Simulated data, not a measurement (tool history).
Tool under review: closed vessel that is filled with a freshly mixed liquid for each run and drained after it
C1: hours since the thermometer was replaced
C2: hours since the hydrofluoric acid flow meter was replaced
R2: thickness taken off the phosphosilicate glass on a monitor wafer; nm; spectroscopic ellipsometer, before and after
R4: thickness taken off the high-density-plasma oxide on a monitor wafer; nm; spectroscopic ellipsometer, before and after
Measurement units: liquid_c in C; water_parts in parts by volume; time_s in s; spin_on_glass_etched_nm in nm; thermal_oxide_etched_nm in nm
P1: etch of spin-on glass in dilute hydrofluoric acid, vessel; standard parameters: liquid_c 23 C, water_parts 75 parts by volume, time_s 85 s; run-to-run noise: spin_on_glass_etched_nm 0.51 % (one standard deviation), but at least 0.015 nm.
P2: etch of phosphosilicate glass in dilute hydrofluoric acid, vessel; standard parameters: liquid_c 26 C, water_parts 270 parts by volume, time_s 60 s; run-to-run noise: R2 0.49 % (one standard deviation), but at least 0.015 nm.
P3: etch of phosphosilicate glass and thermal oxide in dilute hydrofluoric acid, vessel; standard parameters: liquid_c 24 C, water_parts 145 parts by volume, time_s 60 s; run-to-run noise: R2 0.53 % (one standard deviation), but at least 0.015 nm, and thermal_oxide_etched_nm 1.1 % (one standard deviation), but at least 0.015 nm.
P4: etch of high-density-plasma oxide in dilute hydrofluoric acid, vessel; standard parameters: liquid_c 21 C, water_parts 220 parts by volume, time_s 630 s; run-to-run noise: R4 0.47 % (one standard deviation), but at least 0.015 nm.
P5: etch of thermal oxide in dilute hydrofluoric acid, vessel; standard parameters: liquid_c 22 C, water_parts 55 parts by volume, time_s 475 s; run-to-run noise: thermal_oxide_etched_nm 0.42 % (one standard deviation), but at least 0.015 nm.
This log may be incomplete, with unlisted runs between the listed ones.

run 1 hour=9.4 | process=P1 liquid_c=23 water_parts=75 time_s=85 | C1=395.2 C2=623.4 | spin_on_glass_etched_nm=45.058
run 2 hour=24.8 | process=P3 liquid_c=24 water_parts=145 time_s=60 | C1=410.6 C2=638.8 | R2=23.261 thermal_oxide_etched_nm=1.8487
run 3 hour=37 | process=P1 liquid_c=23 water_parts=140 time_s=85 | C1=422.8 C2=651 | spin_on_glass_etched_nm=22.248
run 4 hour=47.8 | process=P1 liquid_c=23 water_parts=75 time_s=85 | C1=433.6 C2=661.8 | spin_on_glass_etched_nm=44.796
run 5 hour=65.8 | process=P1 liquid_c=23 water_parts=75 time_s=85 | C1=451.6 C2=679.8 | spin_on_glass_etched_nm=44.826
run 6 hour=76.8 | process=P2 liquid_c=26 water_parts=485 time_s=60 | C1=462.6 C2=690.8 | R2=11.121
run 7 hour=91.8 | process=P4 liquid_c=21 water_parts=220 time_s=630 | C1=477.6 C2=705.8 | R4=12.832
run 8 hour=105.9 | process=P5 liquid_c=22 water_parts=55 time_s=30 | C1=491.7 C2=719.9 | thermal_oxide_etched_nm=2.448
run 9 hour=124.2 | process=P4 liquid_c=21 water_parts=45 time_s=630 | C1=510 C2=738.2 | R4=76.032
run 10 hour=142.1 | process=P1 liquid_c=23 water_parts=20 time_s=50 | C1=527.9 C2=756.1 | spin_on_glass_etched_nm=105.87
run 11 hour=155.6 | process=P5 liquid_c=22 water_parts=55 time_s=475 | C1=541.4 C2=769.6 | thermal_oxide_etched_nm=38.975
run 12 hour=164.6 | process=P2 liquid_c=26 water_parts=270 time_s=30 | C1=550.4 C2=778.6 | R2=12.272
run 13 hour=176.9 | process=P5 liquid_c=22 water_parts=95 time_s=475 | C1=562.7 C2=790.9 | thermal_oxide_etched_nm=21.443
run 14 hour=185.1 | process=P1 liquid_c=23 water_parts=75 time_s=85 | C1=570.9 C2=799.1 | spin_on_glass_etched_nm=45.286
run 15 hour=198.7 | process=P1 liquid_c=23 water_parts=75 time_s=30 | C1=584.5 C2=812.7 | spin_on_glass_etched_nm=15.878
run 16 hour=207.1 | process=P2 liquid_c=26 water_parts=270 time_s=60 | C1=592.9 C2=821.1 | R2=24.545
run 17 hour=220.8 | process=P4 liquid_c=21 water_parts=220 time_s=630 | C1=606.6 C2=834.8 | R4=12.938
run 18 hour=237.3 | process=P4 liquid_c=17 water_parts=220 time_s=630 | C1=623.1 C2=851.3 | R4=10.989
run 19 hour=245.3 | process=P1 liquid_c=23 water_parts=105 time_s=30 | C1=631.1 C2=859.3 | spin_on_glass_etched_nm=10.979
run 20 hour=263.4 | process=P2 liquid_c=26 water_parts=270 time_s=60 | C1=649.2 C2=877.4 | R2=24.413
run 21 hour=278.3 | process=P1 liquid_c=23 water_parts=20 time_s=85 | C1=664.1 C2=892.3 | spin_on_glass_etched_nm=180.1
run 22 hour=286.2 | process=P1 liquid_c=23 water_parts=75 time_s=145 | C1=672 C2=900.2 | spin_on_glass_etched_nm=76.255
run 23 hour=298.8 | process=P3 liquid_c=17 water_parts=145 time_s=60 | C1=684.6 C2=912.8 | R2=17.677 thermal_oxide_etched_nm=1.4143
run 24 hour=308.2 | process=P4 liquid_c=21 water_parts=220 time_s=30 | C1=694 C2=922.2 | R4=0.59467
run 25 hour=319.2 | process=P1 liquid_c=23 water_parts=20 time_s=165 | C1=705 C2=933.2 | spin_on_glass_etched_nm=348.5
run 26 hour=329.7 | process=P1 liquid_c=30.5 water_parts=75 time_s=85 | C1=715.5 C2=943.7 | spin_on_glass_etched_nm=60.076
run 27 hour=339.8 | process=P3 liquid_c=24 water_parts=145 time_s=100 | C1=725.6 C2=953.8 | R2=38.885 thermal_oxide_etched_nm=3.1619
run 28 hour=354.5 | process=P3 liquid_c=24 water_parts=35 time_s=60 | C1=740.3 C2=968.5 | R2=111.64 thermal_oxide_etched_nm=9.0066
run 29 hour=366.7 | process=P5 liquid_c=30 water_parts=55 time_s=475 | C1=752.5 C2=980.7 | thermal_oxide_etched_nm=53.913
run 30 hour=379.7 | process=P2 liquid_c=32.5 water_parts=270 time_s=60 | C1=765.5 C2=993.7 | R2=30.753
run 31 hour=388.6 | process=P1 liquid_c=17 water_parts=75 time_s=85 | C1=774.4 C2=1002.6 | spin_on_glass_etched_nm=34.894
run 32 hour=405.7 | process=P1 liquid_c=23 water_parts=75 time_s=85 | C1=791.5 C2=1019.7 | spin_on_glass_etched_nm=45.095
run 33 hour=421.7 | process=P1 liquid_c=23 water_parts=75 time_s=85 | C1=807.5 C2=1035.7 | spin_on_glass_etched_nm=45.319
run 34 hour=430.7 | process=P1 liquid_c=23 water_parts=75 time_s=85 | C1=816.5 C2=1044.7 | spin_on_glass_etched_nm=43.321
run 35 hour=440.4 | process=P1 liquid_c=23 water_parts=75 time_s=85 | C1=826.2 C2=1054.4 | spin_on_glass_etched_nm=42.6
run 36 hour=454.8 | process=P1 liquid_c=23 water_parts=75 time_s=85 | C1=840.6 C2=1068.8 | spin_on_glass_etched_nm=41.827
run 37 hour=465.7 | process=P1 liquid_c=23 water_parts=75 time_s=85 | C1=851.5 C2=1079.7 | spin_on_glass_etched_nm=41.637
run 38 hour=481.1 | process=P1 liquid_c=23 water_parts=75 time_s=85 | C1=866.9 C2=1095.1 | spin_on_glass_etched_nm=41.303
run 39 hour=494.5 | process=P1 liquid_c=23 water_parts=75 time_s=85 | C1=880.3 C2=1108.5 | spin_on_glass_etched_nm=41.198
run 40 hour=503.8 | process=P1 liquid_c=23 water_parts=75 time_s=85 | C1=889.6 C2=1117.8 | spin_on_glass_etched_nm=40.975
run 41 hour=517.1 | process=P1 liquid_c=23 water_parts=75 time_s=85 | C1=902.9 C2=1131.1 | spin_on_glass_etched_nm=41.292
run 42 hour=527.4 | process=P1 liquid_c=23 water_parts=75 time_s=85 | C1=913.2 C2=1141.4 | spin_on_glass_etched_nm=40.853

P1 has crept away from where it was. The log is fitted equally well by each of these 2 causes, at the sizes shown:
A: liquid colder than its thermometer reads (K) = 2.18
B: hydrofluoric acid flow below the setpoint (%) = 7.83
The creep began at about hour 421.7.

Which of the 4 check runs listed below separates the causes, so that each cause would produce a clearly different result? Each run uses one wafer, and its results are marked with question marks.
run check 1 hour=537.7 | process=P5 liquid_c=29 water_parts=55 time_s=475 | thermal_oxide_etched_nm=?
run check 2 hour=537.7 | process=P4 liquid_c=21 water_parts=60 time_s=630 | R4=?
run check 3 hour=537.7 | process=P2 liquid_c=32 water_parts=480 time_s=60 | R2=?
run check 4 hour=537.7 | process=P3 liquid_c=17.5 water_parts=50 time_s=60 | R2=? thermal_oxide_etched_nm=?

Expected result of each check under each candidate cause:
check=check_1 result=thermal_oxide_etched_nm if_A=47.581 if_B=47.494
check=check_2 result=R4 if_A=50.986 if_B=51.204
check=check_3 result=R2 if_A=12.733 if_B=12.016
check=check_4 result=R2 if_A=52.695 if_B=53.165
check=check_4 result=thermal_oxide_etched_nm if_A=4.2216 if_B=4.2593
Separation of the two closest causes in each check, using whichever result separates them best: check 1 0.18 %; check 2 0.43 %; check 3 5.8 %; check 4 0.89 %
The other checks would show nearly matching results whichever cause is true, so check 3 is the only one that separates the causes.

Then check 3 was run and gave: R2 12.004 nm. Which cause is it?

The correct cause is B, namely: hydrofluoric acid flow below the setpoint (%).

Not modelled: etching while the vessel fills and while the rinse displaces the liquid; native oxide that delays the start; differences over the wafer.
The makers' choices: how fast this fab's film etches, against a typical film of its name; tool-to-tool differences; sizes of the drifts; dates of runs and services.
